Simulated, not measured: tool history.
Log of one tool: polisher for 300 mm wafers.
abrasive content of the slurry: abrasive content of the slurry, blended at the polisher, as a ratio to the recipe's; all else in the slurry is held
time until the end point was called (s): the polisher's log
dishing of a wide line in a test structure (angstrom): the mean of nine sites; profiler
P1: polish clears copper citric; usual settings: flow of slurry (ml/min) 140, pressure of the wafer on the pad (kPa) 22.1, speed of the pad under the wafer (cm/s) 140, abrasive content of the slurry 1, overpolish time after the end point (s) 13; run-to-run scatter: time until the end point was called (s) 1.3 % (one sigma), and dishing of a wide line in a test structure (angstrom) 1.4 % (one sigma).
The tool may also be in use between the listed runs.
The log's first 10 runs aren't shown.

run,hour,flow of slurry (ml/min),pressure of the wafer on the pad (kPa),speed of the pad under the wafer (cm/s),abrasive content of the slurry,overpolish time after the end point (s),time until the end point was called (s),dishing of a wide line in a test structure (angstrom)
11,118.4,140,22.1,140,0.55,13,129.38,298.15
12,128.5,140,11.7,66,1,13,434.56,93.539
13,141.5,140,22.1,176,1,13,91.079,399.31
14,152.3,140,22.1,140,1,13,113.27,331.44
15,166.3,140,22.1,140,1,13,114.23,324.93
16,173.8,140,22.1,140,1,13,115.23,331.29
17,189,140,22.1,140,1,13,115.26,332.06
18,197.6,140,22.1,140,1,5,114.18,133.37
19,207.5,140,22.1,140,1,13,112.56,332.75
20,221.4,140,22.1,140,1,13,113.57,330.62
21,235.6,140,22.1,140,1,13,119.21,321.84
22,248.1,140,22.1,140,1,13,120.49,317.99
23,262.7,140,22.1,140,1,13,122.5,313.24
# hour 267.8: slurry blender recalibrated
24,271.1,140,22.1,140,1,13,123.24,313.16

Run 25 comes next. What will it give?
# hour 283.6: head pressure recalibrated
25,283.8,140,22.1,140,1,13,?,?

Run 25 gave time until the end point was called (s) 124.57, dishing of a wide line in a test structure (angstrom) 309.17.
